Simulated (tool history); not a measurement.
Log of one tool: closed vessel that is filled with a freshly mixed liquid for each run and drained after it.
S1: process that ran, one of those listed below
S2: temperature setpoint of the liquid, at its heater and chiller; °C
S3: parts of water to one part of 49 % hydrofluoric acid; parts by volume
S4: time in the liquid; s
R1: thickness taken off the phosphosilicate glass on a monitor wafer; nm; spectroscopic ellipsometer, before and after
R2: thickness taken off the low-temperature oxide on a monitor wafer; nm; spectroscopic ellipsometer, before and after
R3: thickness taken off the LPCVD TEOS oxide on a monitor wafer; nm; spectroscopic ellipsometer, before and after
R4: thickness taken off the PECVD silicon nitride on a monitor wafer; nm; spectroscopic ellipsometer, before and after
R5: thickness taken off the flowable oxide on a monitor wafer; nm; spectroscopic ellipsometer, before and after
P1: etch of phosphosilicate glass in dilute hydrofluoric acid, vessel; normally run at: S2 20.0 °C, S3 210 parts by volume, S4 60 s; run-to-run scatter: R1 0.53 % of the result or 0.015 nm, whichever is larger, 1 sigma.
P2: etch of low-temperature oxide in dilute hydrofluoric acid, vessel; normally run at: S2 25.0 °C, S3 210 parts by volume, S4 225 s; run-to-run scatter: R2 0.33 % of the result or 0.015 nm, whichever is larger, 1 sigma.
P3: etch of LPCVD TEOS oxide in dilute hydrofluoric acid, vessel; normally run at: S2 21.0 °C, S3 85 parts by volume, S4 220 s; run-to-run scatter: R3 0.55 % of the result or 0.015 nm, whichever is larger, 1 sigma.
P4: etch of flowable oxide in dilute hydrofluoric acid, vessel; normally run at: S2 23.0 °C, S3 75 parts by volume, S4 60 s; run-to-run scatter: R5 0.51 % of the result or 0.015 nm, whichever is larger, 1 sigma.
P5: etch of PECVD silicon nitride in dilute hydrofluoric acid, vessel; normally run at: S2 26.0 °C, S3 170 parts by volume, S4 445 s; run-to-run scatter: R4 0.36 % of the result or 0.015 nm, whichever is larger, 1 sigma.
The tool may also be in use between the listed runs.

| run | hour | S1 | S2 | S3 | S4 | R1 | R2 | R3 | R4 | R5 |
|---|---|---|---|---|---|---|---|---|---|---|
| 1 | 4.3 | P1 | 20.0 | 210 | 60 | 27.8860 |  |  |  |  |
| 2 | 11.8 | P2 | 25.0 | 210 | 225 |  | 27.740 |  |  |  |
| 3 | 18.0 | P1 | 20.0 | 290 | 30 | 9.2295 |  |  |  |  |
| 4 | 24.3 | P2 | 25.0 | 345 | 225 |  | 14.667 |  |  |  |
| 5 | 29.7 | P1 | 20.0 | 210 | 60 | 27.8890 |  |  |  |  |
| 6 | 35.2 | P3 | 21.0 | 85 | 125 |  |  | 33.157 |  |  |
| 7 | 42.2 | P5 | 26.0 | 170 | 445 |  |  |  | 7.9888 |  |
| 8 | 49.2 | P5 | 26.0 | 170 | 760 |  |  |  | 13.7530 |  |
| 9 | 52.6 | P3 | 21.0 | 30 | 220 |  |  | 177.910 |  |  |
| 10 | 58.3 | P1 | 20.0 | 95 | 60 | 68.0960 |  |  |  |  |
| 11 | 62.6 | P2 | 25.0 | 210 | 225 |  | 27.593 |  |  |  |
| 12 | 67.4 | P4 | 28.0 | 75 | 60 |  |  |  |  | 35.419 |
| 13 | 74.2 | P4 | 23.0 | 75 | 60 |  |  |  |  | 28.825 |
| 14 | 80.9 | P1 | 20.0 | 210 | 60 | 27.2760 |  |  |  |  |
| 15 | 88.2 | P1 | 20.0 | 210 | 60 | 27.4810 |  |  |  |  |
| 16 | 95.3 | P2 | 32.5 | 210 | 225 |  | 35.824 |  |  |  |
| 17 | 101.3 | P1 | 20.0 | 210 | 85 | 39.1050 |  |  |  |  |
| 18 | 107.3 | P1 | 20.0 | 290 | 60 | 18.6010 |  |  |  |  |
| 19 | 113.2 | P2 | 25.0 | 210 | 105 |  | 12.899 |  |  |  |
| 20 | 118.4 | P3 | 21.0 | 85 | 220 |  |  | 58.968 |  |  |
| 21 | 124.3 | P5 | 26.0 | 95 | 445 |  |  |  | 14.2190 |  |
| 22 | 128.1 | P4 | 23.0 | 120 | 60 |  |  |  |  | 17.146 |
| 23 | 132.0 | P1 | 20.0 | 210 | 60 | 27.4030 |  |  |  |  |
| 24 | 139.3 | P1 | 20.0 | 210 | 60 | 27.5210 |  |  |  |  |
| 25 | 146.2 | P5 | 20.5 | 170 | 445 |  |  |  | 5.6357 |  |
| 26 | 151.7 | P1 | 20.0 | 95 | 105 | 120.1800 |  |  |  |  |
| 27 | 155.2 | P1 | 20.0 | 210 | 30 | 13.6940 |  |  |  |  |
| 28 | 160.3 | P3 | 28.0 | 85 | 220 |  |  | 77.440 |  |  |
| 29 | 165.8 | P1 | 17.0 | 210 | 60 | 24.6760 |  |  |  |  |
| 30 | 170.8 | P4 | 23.0 | 75 | 60 |  |  |  |  | 28.789 |
| 31 | 177.1 | P4 | 23.0 | 75 | 30 |  |  |  |  | 14.526 |
| 32 | 183.5 | P1 | 26.5 | 210 | 60 | 34.8820 |  |  |  |  |
| 33 | 188.8 | P1 | 20.0 | 210 | 60 | 27.5990 |  |  |  |  |
| 34 | 194.2 | P1 | 20.0 | 210 | 60 | 26.4550 |  |  |  |  |
| 35 | 197.7 | P1 | 20.0 | 210 | 60 | 25.9250 |  |  |  |  |
| 36 | 203.9 | P1 | 20.0 | 210 | 60 | 25.6640 |  |  |  |  |
| 37 | 207.3 | P1 | 20.0 | 210 | 60 | 25.6830 |  |  |  |  |
| 38 | 214.3 | P1 | 20.0 | 210 | 60 | 25.4640 |  |  |  |  |
| 39 | 219.7 | P1 | 20.0 | 210 | 60 | 25.5710 |  |  |  |  |

What P1 gives has crept away from where it was. These 2 causes fit the log equally well, each at the size given:
A: liquid colder than its thermometer reads (K) = 2.08
B: hydrofluoric acid flow below the setpoint (%) = 6.43
The creep began at about hour 188.8.

4 check runs are offered, one wafer each, their results left as question marks. Which one tells the causes apart?
| check 1 | 225.1 | P5 | 26.0 | 170 | 445 |  |  |  | ? |  |
| check 2 | 225.1 | P3 | 21.0 | 85 | 220 |  |  | ? |  |  |
| check 3 | 225.1 | P2 | 25.0 | 210 | 225 |  | ? |  |  |  |
| check 4 | 225.1 | P4 | 23.0 | 75 | 60 |  |  |  |  | ? |

What each check would give under each cause:
| check | result | if A | if B |
|---|---|---|---|
| check 1 | R4 | 7.0199 | 7.4958 |
| check 2 | R3 | 53.806 | 54.513 |
| check 3 | R2 | 25.637 | 25.494 |
| check 4 | R5 | 26.392 | 26.727 |
How far apart the two closest causes lie, in the result that separates them most: check 1 6.56 %; check 2 1.31 %; check 3 0.56 %; check 4 1.26 %
Check 1 tells the causes apart: in the others they would give nearly the same result.

Then check 1 was run and gave: R4 6.9660 nm. Which cause is it?

It is A: liquid colder than its thermometer reads (K).
